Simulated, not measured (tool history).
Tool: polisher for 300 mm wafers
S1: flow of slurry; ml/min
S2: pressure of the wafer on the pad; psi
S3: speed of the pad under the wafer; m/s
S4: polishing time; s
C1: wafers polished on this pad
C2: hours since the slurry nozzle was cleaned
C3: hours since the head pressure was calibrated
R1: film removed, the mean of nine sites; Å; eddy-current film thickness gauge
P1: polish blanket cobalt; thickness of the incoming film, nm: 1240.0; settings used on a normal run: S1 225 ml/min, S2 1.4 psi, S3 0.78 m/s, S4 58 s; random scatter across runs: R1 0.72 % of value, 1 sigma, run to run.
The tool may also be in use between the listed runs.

run,day,S1,S2,S3,S4,C1,C2,C3,R1
1,0.508,225,1.4,0.78,58,640,91,676.8,1912.1
2,0.825,350,1.4,0.78,58,711,98.6,684.4,1989.3
3,1.108,225,2,0.78,58,774,105.4,691.2,2704.2
4,1.467,225,1.4,0.78,58,855,114,699.8,1895.3
5,1.95,225,1.4,0.78,30,963,125.6,711.4,980.7
6,2.446,135,1.4,0.78,58,1074,137.5,723.3,1775.6
7,2.792,225,1.4,0.36,58,1152,145.8,731.6,889.06
8,3.196,225,1.4,0.78,58,1243,155.5,741.3,1901.2
9,3.642,225,0.7,0.78,43,1343,166.2,752,701.22
10,4.012,225,2,0.42,58,1426,175.1,760.9,1460.5
11,4.333,225,1.4,0.78,58,1498,182.8,768.6,1917.7
# day 4.742: head pressure recalibrated
12,4.85,225,0.9,0.78,58,1614,195.2,2.7,1220.8
13,5.362,225,1.4,0.78,91,1728,207.5,15,3005.6
14,5.788,225,1.4,1.14,58,1824,217.7,25.2,2760.9
15,6.271,225,1.4,0.78,58,1932,229.3,36.8,1911.5
16,6.5,225,1.4,0.78,58,1984,234.8,42.3,1905
17,7.004,225,1.4,0.54,33,2097,246.9,54.4,754.13
18,7.45,225,1.4,0.78,58,2197,257.6,65.1,1881.8
19,7.908,225,1.4,0.78,58,2300,268.6,76.1,1834.4
20,8.254,225,1.4,0.78,58,2377,276.9,84.4,1800.5
21,8.512,225,1.4,0.78,58,2435,283.1,90.6,1779.5
# day 8.75: head pressure recalibrated
22,8.838,225,1.4,0.78,58,2508,290.9,2.1,1778.8
23,9.088,225,1.4,0.78,58,2564,296.9,8.1,1775.5
24,9.567,225,1.4,0.78,58,2671,308.4,19.6,1768
25,9.988,225,1.4,0.78,58,2766,318.5,29.7,1763.1
26,10.5,225,1.4,0.78,58,2881,330.8,42,1756.1

Compared with where it was, what P1 gives has crept away. Each cause listed below fits the log as well as the rest, at the size given for it:
A: removal rate lost through wear of the pad, % = 7.31
B: slurry flow missing at the pad, % = 39.6
At approximately day 7.45, the process output began to creep.
The rest of the possible causes, and what rules out each one:
head's pressure below its setpoint, %: serviced at day 8.75, after the drift had started, without restoring the earlier output

Which of the check runs below tells the causes apart, meaning the causes would give it clearly different results? Each run uses 5 wafers whose results are averaged, and each result is shown as a question mark.
check 1,11.012,165,1.4,0.78,58,,,,?
check 2,11.012,225,1.1,0.78,58,,,,?
check 3,11.012,225,1.4,0.62,58,,,,?
check 4,11.012,225,0.9,0.78,58,,,,?

If the cause were each of the candidates in turn, the checks would give the following:
check,result,if A,if B
check 1,R1,1690.9,1649.1
check 2,R1,1386.1,1386.1
check 3,R1,1402.2,1402.3
check 4,R1,1134.1,1134.1
Gap, in per cent, between the two causes that each check separates least, read from the result that separates them most: check 1 2.5 %; check 2 0.01 %; check 3 0.01 %; check 4 0.01 %
The other checks would show nearly matching results whichever cause is true, so check 1 is the only one that separates the causes.

Then check 1 was run and gave: R1 1681.4 Å. Which cause is it?

Of the candidate causes, it is A: removal rate lost through wear of the pad, %.
